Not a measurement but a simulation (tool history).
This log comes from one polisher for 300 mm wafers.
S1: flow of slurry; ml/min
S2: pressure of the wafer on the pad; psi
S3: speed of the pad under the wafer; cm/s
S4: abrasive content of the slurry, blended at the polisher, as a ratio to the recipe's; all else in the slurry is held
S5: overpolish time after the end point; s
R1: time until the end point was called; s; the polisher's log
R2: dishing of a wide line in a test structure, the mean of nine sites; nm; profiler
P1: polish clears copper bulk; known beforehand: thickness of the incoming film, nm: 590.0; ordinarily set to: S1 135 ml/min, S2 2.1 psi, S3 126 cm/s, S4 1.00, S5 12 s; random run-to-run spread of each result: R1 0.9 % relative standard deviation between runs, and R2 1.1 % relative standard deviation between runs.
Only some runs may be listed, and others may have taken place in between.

run	hour	S1	S2	S3	S4	S5	R1	R2
1	2.7	135	2.1	126	1.00	12	61.167	62.436
2	6.1	135	2.1	126	1.00	12	60.547	63.998
3	10.5	135	2.1	126	1.00	4	61.667	26.484
4	14.7	135	2.7	126	1.00	12	46.835	76.872
5	18.1	135	2.1	76	1.00	12	100.970	43.735
6	22.3	135	2.1	126	1.00	18	60.790	82.095
7	26.0	135	2.1	126	1.00	12	60.912	62.858
8	29.3	80	2.1	126	1.00	12	68.603	58.259
9	31.5	135	2.1	126	1.45	12	56.224	66.480
10	35.8	210	2.1	126	1.00	12	55.913	66.669
11	40.5	135	2.1	126	1.00	12	60.431	62.659
12	43.3	135	2.1	126	0.50	12	70.242	58.555
# hour 45.9: head pressure recalibrated
13	46.8	135	2.1	194	1.00	12	39.619	82.549
14	51.2	135	2.1	126	1.00	12	61.144	63.795
15	54.3	80	2.8	126	1.00	12	51.915	73.486
16	58.7	135	1.1	126	1.00	12	115.460	36.772
17	63.5	135	2.1	126	1.00	12	60.974	63.756
18	67.7	135	2.1	126	1.00	12	60.809	63.115
19	70.0	135	2.1	126	1.00	12	62.126	61.526
20	73.7	135	2.1	126	1.00	12	64.061	61.691
21	77.1	135	2.1	126	1.00	12	65.578	59.543
# hour 79.1: worn pad replaced by a new one
22	79.7	135	2.1	126	1.00	12	64.599	60.376
# hour 80.4: head pressure recalibrated
23	82.6	135	2.1	126	1.00	12	65.828	61.220
24	84.8	135	2.1	126	1.00	12	65.937	60.241

Run 25, settings as shown, results not yet in. Your forecast:
25	87.2	135	2.1	126	1.00	12	?	?

Run 25 came out at R1 65.846 s, R2 60.621 nm.

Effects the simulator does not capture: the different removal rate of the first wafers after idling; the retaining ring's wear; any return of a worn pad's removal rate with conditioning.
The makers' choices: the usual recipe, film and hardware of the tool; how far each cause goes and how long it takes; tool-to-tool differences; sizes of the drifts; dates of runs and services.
